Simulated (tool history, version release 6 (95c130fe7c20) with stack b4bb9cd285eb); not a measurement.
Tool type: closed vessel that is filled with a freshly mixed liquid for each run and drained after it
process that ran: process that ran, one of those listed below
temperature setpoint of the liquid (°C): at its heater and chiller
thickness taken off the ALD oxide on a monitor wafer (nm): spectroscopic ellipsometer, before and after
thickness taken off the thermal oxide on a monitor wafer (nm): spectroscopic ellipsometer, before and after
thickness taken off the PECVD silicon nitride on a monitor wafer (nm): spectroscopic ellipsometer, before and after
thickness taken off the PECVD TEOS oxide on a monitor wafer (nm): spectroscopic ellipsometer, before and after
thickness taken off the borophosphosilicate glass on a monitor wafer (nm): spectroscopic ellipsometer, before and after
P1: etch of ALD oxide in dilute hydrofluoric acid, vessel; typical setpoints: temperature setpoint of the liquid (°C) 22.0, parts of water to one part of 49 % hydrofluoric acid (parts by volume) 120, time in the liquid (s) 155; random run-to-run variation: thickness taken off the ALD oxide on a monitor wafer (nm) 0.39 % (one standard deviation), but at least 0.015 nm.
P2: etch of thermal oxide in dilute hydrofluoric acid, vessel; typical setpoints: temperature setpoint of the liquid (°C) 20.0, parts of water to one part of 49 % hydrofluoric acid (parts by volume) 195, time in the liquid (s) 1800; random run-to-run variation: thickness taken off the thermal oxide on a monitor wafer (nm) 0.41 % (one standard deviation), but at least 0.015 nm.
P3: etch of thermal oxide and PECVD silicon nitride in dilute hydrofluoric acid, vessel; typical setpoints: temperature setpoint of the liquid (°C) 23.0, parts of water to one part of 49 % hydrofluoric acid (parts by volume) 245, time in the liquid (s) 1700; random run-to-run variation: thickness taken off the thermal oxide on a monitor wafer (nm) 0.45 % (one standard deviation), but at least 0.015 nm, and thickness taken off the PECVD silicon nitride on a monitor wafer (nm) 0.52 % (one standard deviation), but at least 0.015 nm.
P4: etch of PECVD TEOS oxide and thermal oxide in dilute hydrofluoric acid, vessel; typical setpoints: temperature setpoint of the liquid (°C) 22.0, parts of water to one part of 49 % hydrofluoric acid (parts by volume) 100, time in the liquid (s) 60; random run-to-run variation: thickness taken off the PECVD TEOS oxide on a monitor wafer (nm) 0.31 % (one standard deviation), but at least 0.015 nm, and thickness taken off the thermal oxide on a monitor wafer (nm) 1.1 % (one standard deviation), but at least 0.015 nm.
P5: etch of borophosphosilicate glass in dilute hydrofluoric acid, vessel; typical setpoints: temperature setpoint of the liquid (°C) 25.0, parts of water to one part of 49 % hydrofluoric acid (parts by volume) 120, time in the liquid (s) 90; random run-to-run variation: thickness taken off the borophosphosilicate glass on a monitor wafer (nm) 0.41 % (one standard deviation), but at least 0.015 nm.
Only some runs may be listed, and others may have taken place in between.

| run | hour | process that ran | temperature setpoint of the liquid (°C) | parts of water to one part of 49 % hydrofluoric acid (parts by volume) | time in the liquid (s) | hours since the thermometer was replaced | hours since the hydrofluoric acid flow meter was replaced | thickness taken off the ALD oxide on a monitor wafer (nm) | thickness taken off the thermal oxide on a monitor wafer (nm) | thickness taken off the PECVD silicon nitride on a monitor wafer (nm) | thickness taken off the PECVD TEOS oxide on a monitor wafer (nm) | thickness taken off the borophosphosilicate glass on a monitor wafer (nm) |
|---|---|---|---|---|---|---|---|---|---|---|---|---|
| 1 | 10.3 | P1 | 22.0 | 120 | 155 | 845.6 | 675.3 | 17.3190 |  |  |  |  |
| 2 | 23.5 | P1 | 17.0 | 120 | 155 | 858.8 | 688.5 | 14.1960 |  |  |  |  |
| 3 | 35.8 | P1 | 22.0 | 75 | 155 | 871.1 | 700.8 | 29.7620 |  |  |  |  |
| 4 | 41.6 | P3 | 23.0 | 245 | 2650 | 876.9 | 706.6 |  | 41.7930 | 20.8880 |  |  |
| 5 | 50.9 | P4 | 26.5 | 100 | 60 | 886.2 | 715.9 |  | 3.0082 |  | 17.134 |  |
| 6 | 59.4 | P1 | 22.0 | 120 | 70 | 894.7 | 724.4 | 7.8673 |  |  |  |  |
| 7 | 71.1 | P1 | 22.0 | 120 | 155 | 906.4 | 736.1 | 17.5400 |  |  |  |  |
| 8 | 81.6 | P1 | 22.0 | 120 | 250 | 916.9 | 746.6 | 28.1530 |  |  |  |  |
| 9 | 91.3 | P1 | 22.0 | 120 | 155 | 926.6 | 756.3 | 17.5300 |  |  |  |  |
| 10 | 98.7 | P1 | 26.0 | 30 | 155 | 934.0 | 763.7 | 92.3980 |  |  |  |  |
| 11 | 106.3 | P2 | 20.0 | 195 | 725 | 941.6 | 771.3 |  | 12.9570 |  |  |  |
| 12 | 116.4 | P5 | 25.0 | 165 | 90 | 951.7 | 781.4 |  |  |  |  | 16.2610 |
| 13 | 125.1 | P2 | 17.0 | 195 | 1800 | 960.4 | 790.1 |  | 28.6360 |  |  |  |
| 14 | 132.0 | P1 | 27.5 | 55 | 155 | 967.3 | 797.0 | 51.5240 |  |  |  |  |
| 15 | 138.7 | P5 | 25.0 | 120 | 30 | 974.0 | 803.7 |  |  |  |  | 7.8504 |
| 16 | 145.8 | P4 | 22.0 | 100 | 60 | 981.1 | 810.8 |  | 2.5419 |  | 14.279 |  |
| 17 | 152.3 | P4 | 22.0 | 20 | 60 | 987.6 | 817.3 |  | 13.9850 |  | 78.995 |  |
| 18 | 164.8 | P3 | 23.0 | 75 | 1700 | 1000.1 | 829.8 |  | 105.1300 | 43.2810 |  |  |
| 19 | 176.9 | P4 | 22.0 | 100 | 120 | 1012.2 | 841.9 |  | 4.9797 |  | 28.662 |  |
| 20 | 185.6 | P3 | 17.0 | 245 | 1700 | 1020.9 | 850.6 |  | 21.0850 | 9.1227 |  |  |
| 21 | 195.9 | P3 | 23.0 | 245 | 1700 | 1031.2 | 860.9 |  | 26.7050 | 13.3830 |  |  |
| 22 | 205.4 | P5 | 33.0 | 120 | 90 | 1040.7 | 870.4 |  |  |  |  | 31.5690 |
| 23 | 216.8 | P1 | 28.0 | 120 | 155 | 1052.1 | 881.8 | 21.8890 |  |  |  |  |
| 24 | 227.4 | P2 | 20.0 | 85 | 1800 | 1062.7 | 892.4 |  | 82.9850 |  |  |  |
| 25 | 234.1 | P1 | 22.0 | 220 | 155 | 1069.4 | 899.1 | 8.6096 |  |  |  |  |
| 26 | 241.1 | P1 | 22.0 | 120 | 155 | 1076.4 | 906.1 | 17.4720 |  |  |  |  |
| 27 | 254.1 | P5 | 25.0 | 120 | 90 | 1089.4 | 919.1 |  |  |  |  | 23.5250 |
| 28 | 263.5 | P2 | 20.0 | 195 | 1800 | 1098.8 | 928.5 |  | 32.1990 |  |  |  |
| 29 | 272.8 | P1 | 22.0 | 120 | 155 | 1108.1 | 937.8 | 17.3970 |  |  |  |  |
| 30 | 286.0 | P1 | 22.0 | 120 | 155 | 1121.3 | 951.0 | 17.4780 |  |  |  |  |
| 31 | 295.5 | P1 | 22.0 | 120 | 155 | 1130.8 | 960.5 | 17.8620 |  |  |  |  |
| 32 | 306.8 | P1 | 22.0 | 120 | 155 | 1142.1 | 971.8 | 18.2370 |  |  |  |  |
| 33 | 316.7 | P1 | 22.0 | 120 | 155 | 1152.0 | 981.7 | 18.3940 |  |  |  |  |
| 34 | 324.5 | P1 | 22.0 | 120 | 155 | 1159.8 | 989.5 | 18.4440 |  |  |  |  |
| 35 | 334.4 | P1 | 22.0 | 120 | 155 | 1169.7 | 999.4 | 18.4730 |  |  |  |  |
| 36 | 342.8 | P1 | 22.0 | 120 | 155 | 1178.1 | 1007.8 | 18.6620 |  |  |  |  |
| 37 | 349.5 | P1 | 22.0 | 120 | 155 | 1184.8 | 1014.5 | 18.7180 |  |  |  |  |
| 38 | 359.7 | P1 | 22.0 | 120 | 155 | 1195.0 | 1024.7 | 18.6890 |  |  |  |  |
| 39 | 365.9 | P1 | 22.0 | 120 | 155 | 1201.2 | 1030.9 | 18.8140 |  |  |  |  |
| 40 | 379.1 | P1 | 22.0 | 120 | 155 | 1214.4 | 1044.1 | 18.6770 |  |  |  |  |

The output of P1 has drifted from where it used to be. Each of the 2 causes below, taken at the size shown beside it, accounts for the log equally well:
A: hydrofluoric acid flow above the setpoint (%) = 6.33
B: liquid hotter than its thermometer reads (K) = 1.77
The process output started creeping at around hour 286.0.

Which of the 4 check runs listed below separates the causes, so that each cause would produce a clearly different result? Each run uses one wafer, and its results are marked with question marks.
| check 1 | 392.3 | P3 | 18.5 | 245 | 1700 |  |  |  | ? | ? |  |  |
| check 2 | 392.3 | P5 | 33.0 | 120 | 30 |  |  |  |  |  |  | ? |
| check 3 | 392.3 | P4 | 26.0 | 45 | 60 |  |  |  | ? |  | ? |  |
| check 4 | 392.3 | P2 | 17.0 | 90 | 1800 |  |  |  | ? |  |  |  |

Check results expected under each cause:
| check | result | if A | if B |
|---|---|---|---|
| check 1 | thickness taken off the thermal oxide on a monitor wafer (nm) | 24.2740 | 24.0900 |
| check 1 | thickness taken off the PECVD silicon nitride on a monitor wafer (nm) | 10.6660 | 11.2810 |
| check 2 | thickness taken off the borophosphosilicate glass on a monitor wafer (nm) | 11.3670 | 11.2650 |
| check 3 | thickness taken off the thermal oxide on a monitor wafer (nm) | 7.5180 | 7.5658 |
| check 3 | thickness taken off the PECVD TEOS oxide on a monitor wafer (nm) | 42.850 | 43.123 |
| check 4 | thickness taken off the thermal oxide on a monitor wafer (nm) | 73.5550 | 74.1050 |
Per check, the gap between the least separated pair of causes, taken in the result that splits them most: check 1 5.6 %; check 2 0.91 %; check 3 0.63 %; check 4 0.75 %
Only check 1 tells the causes apart: in the others they would give nearly the same result.

After running check 1, the following was obtained: thickness taken off the thermal oxide on a monitor wafer (nm) 23.9840; thickness taken off the PECVD silicon nitride on a monitor wafer (nm) 11.3290. Which cause does this point to?

B is the cause: liquid hotter than its thermometer reads (K).

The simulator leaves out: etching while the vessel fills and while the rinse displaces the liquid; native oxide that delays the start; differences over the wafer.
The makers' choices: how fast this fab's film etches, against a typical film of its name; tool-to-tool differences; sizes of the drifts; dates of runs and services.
